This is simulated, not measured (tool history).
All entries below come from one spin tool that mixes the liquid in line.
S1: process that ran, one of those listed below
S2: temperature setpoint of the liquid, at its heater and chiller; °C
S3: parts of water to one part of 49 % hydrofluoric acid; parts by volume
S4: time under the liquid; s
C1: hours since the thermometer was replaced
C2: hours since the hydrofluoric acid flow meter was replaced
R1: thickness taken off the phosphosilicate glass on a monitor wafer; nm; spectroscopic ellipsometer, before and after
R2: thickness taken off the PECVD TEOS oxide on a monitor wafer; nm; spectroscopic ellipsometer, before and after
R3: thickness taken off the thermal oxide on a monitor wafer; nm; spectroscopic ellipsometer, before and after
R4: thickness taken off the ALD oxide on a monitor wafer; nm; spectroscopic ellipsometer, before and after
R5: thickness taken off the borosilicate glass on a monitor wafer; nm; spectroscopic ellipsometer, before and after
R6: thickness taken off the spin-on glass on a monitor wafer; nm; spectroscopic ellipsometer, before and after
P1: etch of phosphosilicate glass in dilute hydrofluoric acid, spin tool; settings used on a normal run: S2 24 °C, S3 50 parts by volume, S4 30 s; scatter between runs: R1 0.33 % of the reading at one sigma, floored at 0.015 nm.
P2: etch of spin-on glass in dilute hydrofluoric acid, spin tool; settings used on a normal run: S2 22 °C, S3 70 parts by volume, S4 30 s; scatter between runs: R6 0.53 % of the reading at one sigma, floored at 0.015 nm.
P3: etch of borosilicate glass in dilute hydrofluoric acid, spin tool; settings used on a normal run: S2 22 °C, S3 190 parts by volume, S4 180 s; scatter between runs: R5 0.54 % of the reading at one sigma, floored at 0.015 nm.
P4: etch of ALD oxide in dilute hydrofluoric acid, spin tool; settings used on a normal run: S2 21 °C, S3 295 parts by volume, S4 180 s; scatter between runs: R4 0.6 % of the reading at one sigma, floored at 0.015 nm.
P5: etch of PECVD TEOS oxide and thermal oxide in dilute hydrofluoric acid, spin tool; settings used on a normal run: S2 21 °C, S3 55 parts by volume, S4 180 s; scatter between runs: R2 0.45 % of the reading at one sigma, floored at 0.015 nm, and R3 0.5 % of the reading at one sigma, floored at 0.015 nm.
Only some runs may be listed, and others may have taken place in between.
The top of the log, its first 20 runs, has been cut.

run	day	S1	S2	S3	S4	C1	C2	R1	R2	R3	R4	R5	R6
21	11.383	P3	22	340	180	642.8	133					14.298	
22	11.908	P1	24	20	30	655.4	145.6	185.29					
23	12.571	P4	21	55	180	671.3	161.5				38.339		
24	13.133	P5	21	55	180	684.8	175		32.402	15.214			
25	13.579	P1	24	50	30	695.5	185.7	71.027					
26	13.967	P2	22	70	30	704.8	195						15.53
27	14.717	P1	24	75	30	722.8	213	46.135					
28	15.425	P1	24	50	30	739.8	230	71.124					
29	16.175	P2	22	70	30	757.8	248						15.609

Forecast run 30:
30	16.579	P1	24	50	55	767.5	257.7	?					

R1: 131.09 nm

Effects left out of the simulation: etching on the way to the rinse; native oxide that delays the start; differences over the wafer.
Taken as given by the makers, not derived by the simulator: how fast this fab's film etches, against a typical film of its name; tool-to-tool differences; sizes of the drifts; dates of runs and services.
